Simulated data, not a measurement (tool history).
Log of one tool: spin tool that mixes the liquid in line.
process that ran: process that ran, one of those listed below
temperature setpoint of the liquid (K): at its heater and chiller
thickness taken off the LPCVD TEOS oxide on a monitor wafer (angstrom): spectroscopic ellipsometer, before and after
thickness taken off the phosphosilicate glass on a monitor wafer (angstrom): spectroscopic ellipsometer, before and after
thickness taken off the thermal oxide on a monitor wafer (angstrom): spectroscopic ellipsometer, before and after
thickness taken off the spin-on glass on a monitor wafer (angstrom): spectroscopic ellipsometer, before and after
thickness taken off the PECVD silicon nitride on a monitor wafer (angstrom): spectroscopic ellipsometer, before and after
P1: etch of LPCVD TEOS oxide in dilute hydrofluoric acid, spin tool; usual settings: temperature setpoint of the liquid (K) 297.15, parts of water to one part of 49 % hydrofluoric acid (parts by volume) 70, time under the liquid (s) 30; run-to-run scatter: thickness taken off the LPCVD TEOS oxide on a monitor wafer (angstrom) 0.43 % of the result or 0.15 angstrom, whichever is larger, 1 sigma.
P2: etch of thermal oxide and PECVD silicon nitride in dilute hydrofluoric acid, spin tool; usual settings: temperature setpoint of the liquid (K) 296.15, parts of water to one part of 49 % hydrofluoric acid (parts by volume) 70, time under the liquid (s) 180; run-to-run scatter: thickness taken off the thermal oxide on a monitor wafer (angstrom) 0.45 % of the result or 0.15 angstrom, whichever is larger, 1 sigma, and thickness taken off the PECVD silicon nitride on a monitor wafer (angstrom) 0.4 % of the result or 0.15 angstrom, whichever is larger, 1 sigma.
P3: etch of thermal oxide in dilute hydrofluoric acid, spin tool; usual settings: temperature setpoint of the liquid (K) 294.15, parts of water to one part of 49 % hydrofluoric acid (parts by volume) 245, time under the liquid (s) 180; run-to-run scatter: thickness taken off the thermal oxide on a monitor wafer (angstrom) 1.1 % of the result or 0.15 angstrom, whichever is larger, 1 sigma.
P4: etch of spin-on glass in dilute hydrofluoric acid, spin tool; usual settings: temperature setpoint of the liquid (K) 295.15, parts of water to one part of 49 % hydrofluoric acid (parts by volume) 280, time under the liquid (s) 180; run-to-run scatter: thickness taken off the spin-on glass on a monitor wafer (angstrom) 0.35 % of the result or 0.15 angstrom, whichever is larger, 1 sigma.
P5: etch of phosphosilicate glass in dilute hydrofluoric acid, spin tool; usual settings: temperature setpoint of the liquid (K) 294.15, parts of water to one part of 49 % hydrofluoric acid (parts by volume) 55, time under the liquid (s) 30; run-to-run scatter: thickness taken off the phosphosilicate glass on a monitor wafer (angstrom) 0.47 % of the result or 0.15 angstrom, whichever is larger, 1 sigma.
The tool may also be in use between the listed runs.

run     day  process that ran  temperature setpoint of the liquid (K)  parts of water to one part of 49 % hydrofluoric acid (parts by volume)  time under the liquid (s)  thickness taken off the LPCVD TEOS oxide on a monitor wafer (angstrom)  thickness taken off the phosphosilicate glass on a monitor wafer (angstrom)  thickness taken off the thermal oxide on a monitor wafer (angstrom)  thickness taken off the spin-on glass on a monitor wafer (angstrom)  thickness taken off the PECVD silicon nitride on a monitor wafer (angstrom)
  1   0.479                P1                                  297.15                                                                      70                         30                                                                  107.97
  2   1.133                P1                                  297.15                                                                      70                         30                                                                   107.7
  3    1.55                P5                                  294.15                                                                      55                         55                                                                                                                                               1111.8
  4   1.979                P5                                  300.15                                                                      55                         30                                                                                                                                               780.22
  5   2.325                P3                                  294.15                                                                     245                        295                                                                                                                                                                                                                    42.311
  6     2.8                P1                                  293.15                                                                      70                         15                                                                  45.793
  7   3.217                P5                                  294.15                                                                      55                         30                                                                                                                                                610.8
  8   3.675                P1                                  292.65                                                                      70                         30                                                                  89.662
  9   4.283                P3                                  294.15                                                                      65                        180                                                                                                                                                                                                                    119.66
 10   4.892                P1                                  297.15                                                                      70                         30                                                                  108.24
 11   5.604                P1                                  297.15                                                                      25                         30                                                                  319.73
 12   5.929                P1                                  297.15                                                                      70                         30                                                                  108.64
 13   6.362                P4                                  295.15                                                                     280                        180                                                                                                                                                                                                                                                                                         184.12
 14   7.029                P4                                  295.15                                                                     280                         60                                                                                                                                                                                                                                                                                         61.288
 15   7.617                P1                                  297.15                                                                      70                         55                                                                  198.19
 16   8.246                P2                                  303.15                                                                      70                        180                                                                                                                                                                                                                    166.18                                                                                                                                            126.11
 17   8.812                P2                                  296.15                                                                     105                        180                                                                                                                                                                                                                    80.529                                                                                                                                              53.2
 18   9.538                P2                                  296.15                                                                      70                        340                                                                                                                                                                                                                    237.26                                                                                                                                            148.93
 19  10.088                P1                                  304.65                                                                      70                         30                                                                  146.58
 20  10.654                P3                                  301.15                                                                     245                        180                                                                                                                                                                                                                    33.835
 21  11.342                P4                                  290.15                                                                     280                        180                                                                                                                                                                                                                                                                                          153.5
 22  11.658                P3                                  294.15                                                                     245                        180                                                                                                                                                                                                                    26.235
 23  12.133                P1                                  297.15                                                                     105                         30                                                                  68.943
 24  12.462                P2                                  296.15                                                                      70                        180                                                                                                                                                                                                                    126.68                                                                                                                                             79.65
 25  12.933                P1                                  297.15                                                                      70                         15                                                                  53.956
 26  13.642                P5                                  294.15                                                                      30                         30                                                                                                                                               1146.7
 27  14.312                P4                                  295.15                                                                      85                        180                                                                                                                                                                                                                                                                                         742.83
 28  15.004                P1                                  297.15                                                                      70                         30                                                                  109.12
 29  15.342                P1                                  297.15                                                                      70                         30                                                                  106.31
 30  15.933                P1                                  297.15                                                                      70                         30                                                                  103.89
 31  16.396                P1                                  297.15                                                                      70                         30                                                                   103.9
 32  17.083                P1                                  297.15                                                                      70                         30                                                                  102.53
 33  17.746                P1                                  297.15                                                                      70                         30                                                                  101.96
 34  18.417                P1                                  297.15                                                                      70                         30                                                                  101.85
 35  18.812                P1                                  297.15                                                                      70                         30                                                                   102.8
 36  19.338                P1                                  297.15                                                                      70                         30                                                                  101.51
 37  19.992                P1                                  297.15                                                                      70                         30                                                                  101.56
 38  20.458                P1                                  297.15                                                                      70                         30                                                                  101.75

What P1 gives has crept away from where it was. These 2 causes fit the log equally well, each at the size given:
A: hydrofluoric acid flow below the setpoint (%) = 5.48
B: liquid colder than its thermometer reads (K) = 1.51
The creep began at about day 15.004.

4 check runs are offered, one wafer each, their results left as question marks. Which one tells the causes apart?
check 1  20.925                P3                                  294.15                                                                      90                        180                                                                                                                                                                                                                         ?
check 2  20.925                P2                                  296.15                                                                     100                        180                                                                                                                                                                                                                         ?                                                                                                                                                 ?
check 3  20.925                P5                                  299.15                                                                      55                         50                                                                                                                                                    ?
check 4  20.925                P4                                  295.15                                                                     110                        110                                                                                                                                                                                                                                                                                              ?

What each check would give under each cause:
  check                                                                       result    if A    if B
check 1          thickness taken off the thermal oxide on a monitor wafer (angstrom)  78.439  78.449
check 2          thickness taken off the thermal oxide on a monitor wafer (angstrom)  80.005  80.207
check 2  thickness taken off the PECVD silicon nitride on a monitor wafer (angstrom)  52.782  50.437
check 3  thickness taken off the phosphosilicate glass on a monitor wafer (angstrom)  1171.8  1171.2
check 4          thickness taken off the spin-on glass on a monitor wafer (angstrom)  321.23  322.12
How far apart the two closest causes lie, in the result that separates them most: check 1 0.01 %; check 2 4.54 %; check 3 0.05 %; check 4 0.28 %
Check 2 tells the causes apart: in the others they would give nearly the same result.

Check 2 was then run and gave: thickness taken off the thermal oxide on a monitor wafer (angstrom) 80.365; thickness taken off the PECVD silicon nitride on a monitor wafer (angstrom) 50.282. Which cause is it?

It is B: liquid colder than its thermometer reads (K).

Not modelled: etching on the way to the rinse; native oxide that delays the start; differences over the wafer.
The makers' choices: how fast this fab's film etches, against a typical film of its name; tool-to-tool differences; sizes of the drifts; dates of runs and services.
